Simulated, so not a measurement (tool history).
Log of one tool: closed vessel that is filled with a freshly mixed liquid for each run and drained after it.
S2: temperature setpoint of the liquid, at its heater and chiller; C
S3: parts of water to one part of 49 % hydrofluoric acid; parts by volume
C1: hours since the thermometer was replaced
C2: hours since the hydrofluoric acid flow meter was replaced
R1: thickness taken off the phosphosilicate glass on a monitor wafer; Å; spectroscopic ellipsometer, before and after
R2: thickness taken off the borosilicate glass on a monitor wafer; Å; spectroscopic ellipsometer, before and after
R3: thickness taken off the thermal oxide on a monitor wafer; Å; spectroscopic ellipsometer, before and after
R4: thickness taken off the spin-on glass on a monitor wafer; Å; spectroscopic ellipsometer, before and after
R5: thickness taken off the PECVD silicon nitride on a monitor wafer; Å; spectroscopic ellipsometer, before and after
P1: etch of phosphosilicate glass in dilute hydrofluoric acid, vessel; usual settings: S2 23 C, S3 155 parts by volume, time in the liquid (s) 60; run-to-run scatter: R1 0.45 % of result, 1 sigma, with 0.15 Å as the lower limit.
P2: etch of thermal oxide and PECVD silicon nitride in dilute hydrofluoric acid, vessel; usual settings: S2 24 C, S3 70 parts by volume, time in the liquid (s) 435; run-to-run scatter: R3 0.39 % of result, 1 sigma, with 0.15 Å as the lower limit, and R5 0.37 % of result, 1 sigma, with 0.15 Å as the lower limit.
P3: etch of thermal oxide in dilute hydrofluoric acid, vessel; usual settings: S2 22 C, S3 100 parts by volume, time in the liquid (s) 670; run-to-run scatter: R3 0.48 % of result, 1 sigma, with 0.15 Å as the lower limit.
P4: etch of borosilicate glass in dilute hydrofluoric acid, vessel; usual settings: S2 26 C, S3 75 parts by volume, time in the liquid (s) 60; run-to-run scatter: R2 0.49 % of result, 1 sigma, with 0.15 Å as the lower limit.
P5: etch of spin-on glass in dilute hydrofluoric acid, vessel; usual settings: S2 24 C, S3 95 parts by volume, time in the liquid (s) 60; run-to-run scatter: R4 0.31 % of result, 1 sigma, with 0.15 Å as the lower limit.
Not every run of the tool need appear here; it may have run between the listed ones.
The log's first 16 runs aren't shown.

{"run": 17, "hour": 159.3, "process that ran": "P5", "S2": 24, "S3": 95, "time in the liquid (s)": 60, "C1": 23.2, "C2": 1050.6, "R4": 251.84}
{"run": 18, "hour": 166.5, "process that ran": "P4", "S2": 26, "S3": 75, "time in the liquid (s)": 60, "C1": 30.4, "C2": 1057.8, "R2": 421.35}
{"run": 19, "hour": 177.9, "process that ran": "P1", "S2": 23, "S3": 155, "time in the liquid (s)": 60, "C1": 41.8, "C2": 1069.2, "R1": 375.97}
{"run": 20, "hour": 185.6, "process that ran": "P1", "S2": 23, "S3": 155, "time in the liquid (s)": 60, "C1": 49.5, "C2": 1076.9, "R1": 372.99}
{"run": 21, "hour": 196.5, "process that ran": "P2", "S2": 24, "S3": 70, "time in the liquid (s)": 190, "C1": 60.4, "C2": 1087.8, "R3": 134.08, "R5": 145.53}
{"run": 22, "hour": 203.6, "process that ran": "P1", "S2": 17, "S3": 155, "time in the liquid (s)": 60, "C1": 67.5, "C2": 1094.9, "R1": 294.8}
{"run": 23, "hour": 215.8, "process that ran": "P2", "S2": 19.5, "S3": 70, "time in the liquid (s)": 435, "C1": 79.7, "C2": 1107.1, "R3": 255.22, "R5": 244.36}
{"run": 24, "hour": 222.4, "process that ran": "P3", "S2": 18, "S3": 100, "time in the liquid (s)": 670, "C1": 86.3, "C2": 1113.7, "R3": 223.09}
{"run": 25, "hour": 234.4, "process that ran": "P1", "S2": 28, "S3": 155, "time in the liquid (s)": 105, "C1": 98.3, "C2": 1125.7, "R1": 791.18}
{"run": 26, "hour": 242.7, "process that ran": "P1", "S2": 23, "S3": 220, "time in the liquid (s)": 60, "C1": 106.6, "C2": 1134, "R1": 245.81}
{"run": 27, "hour": 253.5, "process that ran": "P2", "S2": 24, "S3": 105, "time in the liquid (s)": 435, "C1": 117.4, "C2": 1144.8, "R3": 195.57, "R5": 223.67}
{"run": 28, "hour": 259.3, "process that ran": "P4", "S2": 26, "S3": 75, "time in the liquid (s)": 115, "C1": 123.2, "C2": 1150.6, "R2": 811.97}
{"run": 29, "hour": 268.0, "process that ran": "P2", "S2": 24, "S3": 70, "time in the liquid (s)": 435, "C1": 131.9, "C2": 1159.3, "R3": 307.87, "R5": 331.31}
{"run": 30, "hour": 276.1, "process that ran": "P1", "S2": 23, "S3": 155, "time in the liquid (s)": 60, "C1": 140, "C2": 1167.4, "R1": 376.55}

Expected results for the next run?
{"run": 31, "hour": 284.9, "process that ran": "P1", "S2": 23, "S3": 155, "time in the liquid (s)": 60, "C1": 148.8, "C2": 1176.2, "R1": "?"}

{"run 31": {"R1": 361.24}}
